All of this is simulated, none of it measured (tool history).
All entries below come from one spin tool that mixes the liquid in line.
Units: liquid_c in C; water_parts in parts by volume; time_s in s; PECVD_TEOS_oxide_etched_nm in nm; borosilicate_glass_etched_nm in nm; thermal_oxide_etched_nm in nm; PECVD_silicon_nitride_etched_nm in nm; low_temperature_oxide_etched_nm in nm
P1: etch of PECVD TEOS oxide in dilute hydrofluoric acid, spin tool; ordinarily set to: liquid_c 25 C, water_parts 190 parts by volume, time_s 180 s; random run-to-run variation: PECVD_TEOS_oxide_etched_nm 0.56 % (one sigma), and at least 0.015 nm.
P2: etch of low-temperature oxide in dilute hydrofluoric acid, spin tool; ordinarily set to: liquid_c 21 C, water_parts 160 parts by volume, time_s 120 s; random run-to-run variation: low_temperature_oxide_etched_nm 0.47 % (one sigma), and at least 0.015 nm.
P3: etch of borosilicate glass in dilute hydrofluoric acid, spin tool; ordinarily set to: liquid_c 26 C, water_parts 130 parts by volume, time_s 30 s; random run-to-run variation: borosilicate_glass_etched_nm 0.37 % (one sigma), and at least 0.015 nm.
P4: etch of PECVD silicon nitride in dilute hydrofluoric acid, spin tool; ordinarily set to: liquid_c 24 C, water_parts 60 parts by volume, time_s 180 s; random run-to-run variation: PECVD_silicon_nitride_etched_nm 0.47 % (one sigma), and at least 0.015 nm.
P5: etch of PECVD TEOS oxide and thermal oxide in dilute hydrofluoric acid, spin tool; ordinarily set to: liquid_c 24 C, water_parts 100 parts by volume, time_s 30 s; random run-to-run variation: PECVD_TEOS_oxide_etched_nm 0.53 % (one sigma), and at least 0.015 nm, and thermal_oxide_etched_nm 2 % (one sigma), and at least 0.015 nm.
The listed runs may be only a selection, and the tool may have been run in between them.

run   hour  process  liquid_c  water_parts  time_s  hours since the thermometer was replaced  hours since the hydrofluoric acid flow meter was replaced  PECVD_TEOS_oxide_etched_nm  borosilicate_glass_etched_nm  thermal_oxide_etched_nm  PECVD_silicon_nitride_etched_nm  low_temperature_oxide_etched_nm
  1    4.3       P1        25          190     180                                    1587.4                                                     1698.1                      16.834
  2    8.5       P3        26          130      30                                    1591.6                                                     1702.3                                                     9.787
  3   12.8       P1      28.5          130     180                                    1595.9                                                     1706.6                      30.299
  4   15.4       P5        24          100      50                                    1598.5                                                     1709.2                      14.338                                                 2.3562
  5   17.5       P1      18.5          190     180                                    1600.6                                                     1711.3                      13.252
  6   20.2       P5        24          100      30                                    1603.3                                                       1714                       8.544                                                 1.3604
  7   24.7       P3      18.5          130      30                                    1607.8                                                     1718.5                                                    7.2979
  8   26.9       P4        24           60      15                                      1610                                                     1720.7                                                                                                             0.61763
  9   29.5       P1        25          190     180                                    1612.6                                                     1723.3                      16.828
 10   32.1       P1        21          190     330                                    1615.2                                                     1725.9                      26.705
 11     36       P1        25          295     180                                    1619.1                                                     1729.8                      9.8081
 12   38.6       P3        26          130      45                                    1621.7                                                     1732.4                                                    14.594
 13   42.8       P4        24           60     180                                    1625.9                                                     1736.6                                                                                                              7.5857
 14   45.1       P4        29           60     180                                    1628.2                                                     1738.9                                                                                                              10.568
 15   48.4       P1        25          190     180                                    1631.5                                                     1742.2                      17.101
 16   50.6       P3        26           60      30                                    1633.7                                                     1744.4                                                    23.224
 17   54.8       P5        28          100      30                                    1637.9                                                     1748.6                      10.136                                                 1.6004
 18     59       P1        25          190     180                                    1642.1                                                     1752.8                      16.919
 19   61.3       P1        25          190     180                                    1644.4                                                     1755.1                      16.908
 20   65.8       P1        25          190      15                                    1648.9                                                     1759.6                      1.3926
 21   68.1       P1        25           60     180                                    1651.2                                                     1761.9                      62.862
 22   71.4       P2        21          160     120                                    1654.5                                                     1765.2                                                                                                                                               16.762
 23     74       P1        32          190     180                                    1657.1                                                     1767.8                       21.63
 24     77       P4        24           60     180                                    1660.1                                                     1770.8                                                                                                              7.5809
      79.7  -- thermometer replaced
 25   81.4       P5        24          175      30                                       1.7                                                     1775.2                      4.4943                                                0.72621
 26   84.5       P2        21          160      65                                       4.8                                                     1778.3                                                                                                                                                 9.12
 27   88.8       P1        25          190     180                                       9.1                                                     1782.6                       17.14
 28   93.4       P2        21           90     120                                      13.7                                                     1787.2                                                                                                                                               32.221
 29   96.3       P3        26          130      30                                      16.6                                                     1790.1                                                    9.7321
 30  100.1       P2      28.5          160     120                                      20.4                                                     1793.9                                                                                                                                               22.272
 31  103.1       P1        25          190     275                                      23.4                                                     1796.9                        26.1
 32  105.7       P5        24          100      30                                        26                                                     1799.5                      8.6177                                                 1.4097
 33  110.5       P4        24          110     180                                      30.8                                                     1804.3                                                                                                              4.2018
 34  113.3       P1        25          190     180                                      33.6                                                     1807.1                      16.887
 35  117.4       P1        25          190     180                                      37.7                                                     1811.2                      16.727
 36  122.3       P1        25          190     180                                      42.6                                                     1816.1                      16.198
 37  127.2       P1        25          190     180                                      47.5                                                       1821                      15.984
 38  130.2       P1        25          190     180                                      50.5                                                       1824                      15.909
 39  132.6       P1        25          190     180                                      52.9                                                     1826.4                      15.873
 40  136.2       P1        25          190     180                                      56.5                                                       1830                       15.89
 41  139.7       P1        25          190     180                                        60                                                     1833.5                      15.996
 42  142.4       P1        25          190     180                                      62.7                                                     1836.2                      15.836
 43  144.6       P1        25          190     180                                      64.9                                                     1838.4                      15.795
 44  148.5       P1        25          190     180                                      68.8                                                     1842.3                      15.935
 45  152.4       P1        25          190     180                                      72.7                                                     1846.2                      15.916

Something has made what P1 gives creep away from where it was; the 2 causes below, each at its own stated size, fit the log equally well:
A: liquid colder than its thermometer reads (K) = 1.85
B: hydrofluoric acid flow below the setpoint (%) = 5.49
The process output started creeping at around hour 113.3.

Listed below are the offered check runs, one wafer per run, with question marks in place of results. For which of them would the causes give clearly different outcomes?
check 1  156.3       P2        21          160     120                                                                                                                                                                                                                                                         ?
check 2  156.3       P3        26          130      30                                                                                                                                                              ?
check 3  156.3       P5        24          100      30                                                                                                                                ?                                                      ?
check 4  156.3       P4        24           60     180                                                                                                                                                                                                                        ?

What every check run would give for each of its results, assuming each possible cause in turn:
  check                           result    if A    if B
check 1  low_temperature_oxide_etched_nm  15.602  15.711
check 2     borosilicate_glass_etched_nm  9.0794  9.1275
check 3       PECVD_TEOS_oxide_etched_nm  7.9809  8.0638
check 3          thermal_oxide_etched_nm  1.2902  1.3036
check 4  PECVD_silicon_nitride_etched_nm  6.6965  7.1786
Per-check spread between the two closest causes, in the result where they differ most: check 1 0.7 %; check 2 0.53 %; check 3 1.03 %; check 4 6.95 %
Only in check 4 would the causes give clearly different results; in the remaining checks their results would be nearly the same.

Here is what check 4 returned: PECVD_silicon_nitride_etched_nm 6.7236 nm. Which cause is it?

It is A: liquid colder than its thermometer reads (K).
